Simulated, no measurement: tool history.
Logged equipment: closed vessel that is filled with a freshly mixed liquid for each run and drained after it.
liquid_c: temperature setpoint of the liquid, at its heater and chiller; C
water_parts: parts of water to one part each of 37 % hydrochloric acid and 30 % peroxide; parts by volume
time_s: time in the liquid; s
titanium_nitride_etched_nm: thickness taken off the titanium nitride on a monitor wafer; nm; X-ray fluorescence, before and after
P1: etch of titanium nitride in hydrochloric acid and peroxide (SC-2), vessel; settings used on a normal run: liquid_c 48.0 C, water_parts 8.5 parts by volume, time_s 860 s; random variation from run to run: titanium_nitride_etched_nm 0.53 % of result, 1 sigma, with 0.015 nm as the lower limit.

run,hour,liquid_c,water_parts,time_s,hours since the thermometer was replaced,hours since the chemicals flow meter was replaced,hours since the drum of peroxide was connected,titanium_nitride_etched_nm
1,9.3,48.0,8.5,860,478.4,1184.3,124.5,22.0640
2,18.3,48.0,8.5,860,487.4,1193.3,133.5,22.0850
3,23.1,48.0,4.0,860,492.2,1198.1,138.3,38.4610
4,27.7,35.0,8.5,860,496.8,1202.7,142.9,8.8398
5,36.1,62.5,4.5,860,505.2,1211.1,151.3,90.2390
6,45.1,48.0,8.5,860,514.2,1220.1,160.3,22.1090
7,52.0,48.0,8.5,860,521.1,1227.0,167.2,22.0590
8,56.7,48.0,8.5,420,525.8,1231.7,171.9,10.7230
9,62.8,48.0,14.0,860,531.9,1237.8,178.0,14.3760
10,70.8,48.0,15.0,165,539.9,1245.8,186.0,2.5645
11,80.1,61.5,8.5,860,549.2,1255.1,195.3,52.6570
12,87.2,48.0,8.5,1720,556.3,1262.2,202.4,44.1790
13,94.7,48.0,8.5,860,563.8,1269.7,209.9,22.0160
14,99.9,48.0,8.5,860,569.0,1274.9,215.1,22.3370
15,104.8,48.0,8.5,860,573.9,1279.8,220.0,22.9410
16,114.1,48.0,8.5,860,583.2,1289.1,229.3,23.0320
17,120.6,48.0,8.5,860,589.7,1295.6,235.8,23.5110
18,125.3,48.0,8.5,860,594.4,1300.3,240.5,23.6500
19,130.1,48.0,8.5,860,599.2,1305.1,245.3,23.5750
20,134.7,48.0,8.5,860,603.8,1309.7,249.9,23.7480
21,143.4,48.0,8.5,860,612.5,1318.4,258.6,23.4980
22,151.7,48.0,8.5,860,620.8,1326.7,266.9,23.8350

What P1 gives has crept off from where it sat before. The 2 causes that follow fit the log equally well, each at the size noted:
A: chemicals flow above the setpoint (%) = 9.93
B: liquid hotter than its thermometer reads (K) = 1.13
The process output started creeping at around hour 94.7.
What rules out each remaining cause:
peroxide weaker than its label (%): at its largest 8, which would move titanium_nitride_etched_nm by -7.3 %, too little to match the creep or of the wrong sign

4 check runs are offered, each on 5 wafers whose results are averaged, their results left as question marks. Which one tells the causes apart?
check 1,160.0,35.0,4.0,860,,,,?
check 2,160.0,35.0,13.5,860,,,,?
check 3,160.0,58.0,8.5,435,,,,?
check 4,160.0,38.5,12.5,860,,,,?

What every check run would give for each of its results, assuming each possible cause in turn:
check,result,if A,if B
check 1,titanium_nitride_etched_nm,16.3820,16.7220
check 2,titanium_nitride_etched_nm,6.4687,6.4729
check 3,titanium_nitride_etched_nm,23.0630,22.9610
check 4,titanium_nitride_etched_nm,8.9046,8.9016
Gap, in per cent, between the two causes that each check separates least, read from the result that separates them most: check 1 2.05 %; check 2 0.06 %; check 3 0.45 %; check 4 0.03 %
Check 1 distinguishes between the causes, while the remaining checks would return nearly the same result for all of them.

The results of check 1 are: titanium_nitride_etched_nm 16.3410 nm. Based on these, which of the listed causes is it?

The correct cause is A, namely: chemicals flow above the setpoint (%).
